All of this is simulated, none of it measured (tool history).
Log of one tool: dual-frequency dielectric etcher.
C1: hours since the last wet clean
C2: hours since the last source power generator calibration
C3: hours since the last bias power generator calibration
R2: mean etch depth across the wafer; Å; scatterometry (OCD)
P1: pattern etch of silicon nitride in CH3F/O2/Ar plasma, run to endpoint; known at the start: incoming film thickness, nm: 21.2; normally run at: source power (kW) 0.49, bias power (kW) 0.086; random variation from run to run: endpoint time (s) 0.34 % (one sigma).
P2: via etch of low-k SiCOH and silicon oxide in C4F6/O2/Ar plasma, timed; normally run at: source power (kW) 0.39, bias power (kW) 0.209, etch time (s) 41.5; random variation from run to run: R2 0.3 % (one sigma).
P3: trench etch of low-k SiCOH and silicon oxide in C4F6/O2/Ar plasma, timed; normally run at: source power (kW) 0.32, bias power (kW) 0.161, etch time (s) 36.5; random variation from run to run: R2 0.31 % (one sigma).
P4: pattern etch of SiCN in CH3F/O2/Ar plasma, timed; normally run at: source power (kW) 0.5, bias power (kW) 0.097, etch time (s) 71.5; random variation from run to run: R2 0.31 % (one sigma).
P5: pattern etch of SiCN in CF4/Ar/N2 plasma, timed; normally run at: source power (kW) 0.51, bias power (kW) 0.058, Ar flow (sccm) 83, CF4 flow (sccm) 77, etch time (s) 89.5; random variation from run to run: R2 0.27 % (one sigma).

Run 1, hour 8.9: process that ran P1, source power (kW) 0.49, bias power (kW) 0.086; C1 96; C2 657.2; C3 798.9. Result: endpoint time (s) 27.173.
Run 2, hour 20.9: process that ran P1, source power (kW) 0.49, bias power (kW) 0.086; C1 108; C2 669.2; C3 810.9. Result: endpoint time (s) 27.027.
Run 3, hour 31.2: process that ran P1, source power (kW) 0.61, bias power (kW) 0.086; C1 118.3; C2 679.5; C3 821.2. Result: endpoint time (s) 24.88.
Run 4, hour 39.5: process that ran P5, source power (kW) 0.65, bias power (kW) 0.058, Ar flow (sccm) 83, CF4 flow (sccm) 77, etch time (s) 89.5; C1 126.6; C2 687.8; C3 829.5. Result: R2 1056.5 Å.
Run 5, hour 46.5: process that ran P5, source power (kW) 0.51, bias power (kW) 0.058, Ar flow (sccm) 83, CF4 flow (sccm) 77, etch time (s) 89.5; C1 133.6; C2 694.8; C3 836.5. Result: R2 850.8 Å.
Run 6, hour 56: process that ran P2, source power (kW) 0.39, bias power (kW) 0.209, etch time (s) 41.5; C1 143.1; C2 704.3; C3 846. Result: R2 1027.7 Å.
Run 7, hour 62.6: process that ran P1, source power (kW) 0.49, bias power (kW) 0.086; C1 149.7; C2 710.9; C3 852.6. Result: endpoint time (s) 26.992.
Run 8, hour 69.1: process that ran P1, source power (kW) 0.49, bias power (kW) 0.06; C1 156.2; C2 717.4; C3 859.1. Result: endpoint time (s) 30.49.
Run 9, hour 79.5: process that ran P5, source power (kW) 0.51, bias power (kW) 0.058, Ar flow (sccm) 83, CF4 flow (sccm) 77, etch time (s) 89.5; C1 166.6; C2 727.8; C3 869.5. Result: R2 856.19 Å.
Run 10, hour 87.3: process that ran P4, source power (kW) 0.5, bias power (kW) 0.097, etch time (s) 71.5; C1 174.4; C2 735.6; C3 877.3. Result: R2 314.83 Å.
Run 11, hour 97.2: process that ran P5, source power (kW) 0.51, bias power (kW) 0.046, Ar flow (sccm) 83, CF4 flow (sccm) 77, etch time (s) 89.5; C1 184.3; C2 745.5; C3 887.2. Result: R2 796.89 Å.
Run 12, hour 110: process that ran P1, source power (kW) 0.66, bias power (kW) 0.104; C1 197.1; C2 758.3; C3 900. Result: endpoint time (s) 22.476.
Run 13, hour 115.7: process that ran P1, source power (kW) 0.49, bias power (kW) 0.086; C1 202.8; C2 764; C3 905.7. Result: endpoint time (s) 27.002.
Run 14, hour 128: process that ran P1, source power (kW) 0.35, bias power (kW) 0.086; C1 215.1; C2 776.3; C3 918. Result: endpoint time (s) 30.557.
Run 15, hour 136.1: process that ran P4, source power (kW) 0.5, bias power (kW) 0.097, etch time (s) 71.5; C1 223.2; C2 784.4; C3 926.1. Result: R2 315.47 Å.
Run 16, hour 146: process that ran P1, source power (kW) 0.6, bias power (kW) 0.072; C1 233.1; C2 794.3; C3 936. Result: endpoint time (s) 26.502.
Run 17, hour 155.4: process that ran P3, source power (kW) 0.32, bias power (kW) 0.098, etch time (s) 36.5; C1 242.5; C2 803.7; C3 945.4. Result: R2 885.22 Å.
Run 18, hour 162.9: process that ran P1, source power (kW) 0.6, bias power (kW) 0.054; C1 250; C2 811.2; C3 952.9. Result: endpoint time (s) 29.097.
Run 19, hour 175.5: process that ran P2, source power (kW) 0.39, bias power (kW) 0.138, etch time (s) 41.5; C1 262.6; C2 823.8; C3 965.5. Result: R2 899.55 Å.
Run 20, hour 186.5: process that ran P5, source power (kW) 0.51, bias power (kW) 0.058, Ar flow (sccm) 83, CF4 flow (sccm) 46, etch time (s) 89.5; C1 273.6; C2 834.8; C3 976.5. Result: R2 784.43 Å.
Run 21, hour 193.5: process that ran P2, source power (kW) 0.39, bias power (kW) 0.209, etch time (s) 27; C1 280.6; C2 841.8; C3 983.5. Result: R2 664.84 Å.
Run 22, hour 203.3: process that ran P5, source power (kW) 0.51, bias power (kW) 0.058, Ar flow (sccm) 101, CF4 flow (sccm) 77, etch time (s) 89.5; C1 290.4; C2 851.6; C3 993.3. Result: R2 833.39 Å.
Run 23, hour 209.6: process that ran P3, source power (kW) 0.32, bias power (kW) 0.161, etch time (s) 36.5; C1 296.7; C2 857.9; C3 999.6. Result: R2 1025.2 Å.
Run 24, hour 220.3: process that ran P4, source power (kW) 0.5, bias power (kW) 0.097, etch time (s) 41.5; C1 307.4; C2 868.6; C3 1010.3. Result: R2 183.14 Å.
At hour 224.1: wet clean of the chamber.
Run 25, hour 227.2: process that ran P5, source power (kW) 0.51, bias power (kW) 0.058, Ar flow (sccm) 83, CF4 flow (sccm) 77, etch time (s) 55.5; C1 3.2; C2 875.5; C3 1017.2. Result: R2 528.42 Å.
Run 26, hour 238.4: process that ran P4, source power (kW) 0.5, bias power (kW) 0.131, etch time (s) 71.5; C1 14.4; C2 886.7; C3 1028.4. Result: R2 352.02 Å.
Run 27, hour 249.9: process that ran P3, source power (kW) 0.32, bias power (kW) 0.161, etch time (s) 54.5; C1 25.9; C2 898.2; C3 1039.9. Result: R2 1520.7 Å.

Forecast run 28:
Run 28, hour 261.1: process that ran P4, source power (kW) 0.59, bias power (kW) 0.097, etch time (s) 71.5; C1 37.1; C2 909.4; C3 1051.1. Result: R2 ?.

Run 28 gave R2 333.35 Å.
